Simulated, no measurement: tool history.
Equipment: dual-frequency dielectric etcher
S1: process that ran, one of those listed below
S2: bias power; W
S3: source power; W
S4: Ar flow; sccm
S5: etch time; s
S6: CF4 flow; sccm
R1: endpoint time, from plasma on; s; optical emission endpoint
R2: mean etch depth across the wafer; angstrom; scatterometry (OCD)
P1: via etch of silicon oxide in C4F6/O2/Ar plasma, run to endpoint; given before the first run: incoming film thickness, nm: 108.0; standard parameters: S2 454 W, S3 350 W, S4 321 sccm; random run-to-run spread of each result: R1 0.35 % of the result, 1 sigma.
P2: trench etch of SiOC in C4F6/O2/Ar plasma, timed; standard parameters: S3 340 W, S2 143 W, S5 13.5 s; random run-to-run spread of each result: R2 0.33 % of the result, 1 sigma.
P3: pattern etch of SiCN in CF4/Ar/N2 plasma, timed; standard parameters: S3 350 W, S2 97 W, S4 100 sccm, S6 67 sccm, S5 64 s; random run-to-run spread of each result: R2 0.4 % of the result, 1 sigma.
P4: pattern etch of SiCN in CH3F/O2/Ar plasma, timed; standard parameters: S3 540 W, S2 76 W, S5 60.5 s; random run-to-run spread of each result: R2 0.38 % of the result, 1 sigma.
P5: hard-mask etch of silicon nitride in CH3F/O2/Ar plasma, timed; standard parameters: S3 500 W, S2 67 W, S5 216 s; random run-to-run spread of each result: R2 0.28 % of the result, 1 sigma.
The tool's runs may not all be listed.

run     day  S1   S2   S3   S4     S5  S6      R1      R2
  1   0.362  P1  454  350  321              26.13
  2   0.617  P4   76  680        60.5              284.37
  3   1.104  P2  143  470        13.5              276.71
  4   1.467  P4   76  540        60.5              259.96
      1.475  -- bias power generator calibrated
  5   1.879  P3   97  350   61     64  67          528.37
  6   2.267  P5   51  500         216              1515.2
  7   2.671  P1  454  350  422             26.858
        2.8  -- source power generator calibrated
  8   3.096  P1  454  210  321             31.644
  9   3.571  P5   67  500       123.5              942.28
 10   3.933  P4   76  540        60.5              260.07
 11   4.438  P3   97  270  100     64  67          397.89
 12   4.725  P1  454  350  321             26.024
 13   5.146  P1  454  470  256             22.923
 14   5.458  P1  454  470  321             23.485
 15   5.954  P1  454  350  199             24.885
 16   6.396  P1  454  350  321             26.151
 17   6.646  P3   97  350  100     64  67          496.58
 18   7.017  P1  454  350  321             26.058
 19   7.367  P3   97  350  100     64  67          497.43
 20   7.821  P3  114  350  100     64  67          529.51
 21   8.221  P1  599  350  321             23.609
 22   8.717  P1  295  350  321             30.747
 23   9.067  P3   97  350  100   84.5  67          653.17
 24   9.546  P5   67  500         216              1659.2
 25   9.812  P4   57  540        60.5              238.13
 26  10.112  P3   97  350  100     64  54          480.78
 27  10.479  P2  143  340        13.5              243.48
 28  10.825  P5   67  650         216              1834.5
 29  11.112  P2  202  340        13.5              271.95
 30  11.417  P4   76  540        34.5              149.02
 31  11.712  P2  143  340          19              341.97
 32  12.138  P1  454  350  321             26.144
 33  12.517  P1  454  350  321             26.094
 34  13.008  P1  454  350  321             25.863
 35   13.25  P1  454  350  321             25.764
 36  13.579  P1  454  350  321             25.643
     13.779  -- wet clean of the chamber
 37  13.883  P1  454  350  321             25.776
 38  14.371  P1  454  350  321             25.709
 39  14.746  P1  454  350  321             25.652
     14.888  -- Ar flow controller replaced
 40  15.071  P1  454  350  321             25.924
 41  15.467  P1  454  350  321             25.609
 42  15.779  P1  454  350  321              25.63
 43  16.212  P1  454  350  321             25.814

Compared with where it was, what P1 gives has crept away. Each cause listed below fits the log as well as the rest, at the size given for it:
A: bias power that arrives over what is set, % = 4.85
B: source power that arrives over what is set, % = 4.89
Creep in the process output first set in at about day 12.138.
Every other cause this tool's parts could produce, and why it does not fit the log:
chamber walls in a state that raises the etch rate, %: work on it at day 13.779, done after the drift set in, did not restore what the process gave before
Ar flow that arrives under what is set, %: work on it at day 14.888, done after the drift set in, did not restore what the process gave before

Below are 4 check runs, each averaged over 2 wafers, with their results shown as question marks. Which of them would give clearly different results depending on which cause is behind the drift?
check 1  16.646  P2  143  340       13.5           ?
check 2  16.646  P3   97  350  100    64  67       ?
check 3  16.646  P4   76  540       60.5           ?
check 4  16.646  P5   67  500        216           ?

Outcome of each check run for each possible cause:
  check  result    if A    if B
check 1      R2  247.45  248.52
check 2      R2  505.98  518.11
check 3      R2  265.84  266.21
check 4      R2  1681.1  1685.4
Per-check spread between the two closest causes, in the result where they differ most: check 1 0.43 %; check 2 2.37 %; check 3 0.14 %; check 4 0.25 %
Of the check runs offered, only check 2 discriminates between the causes; the rest would read about the same regardless of which cause applies.

Check 2 was then run and gave: R2 519.3 angstrom. Which cause is it?

It was cause B: source power that arrives over what is set, %.
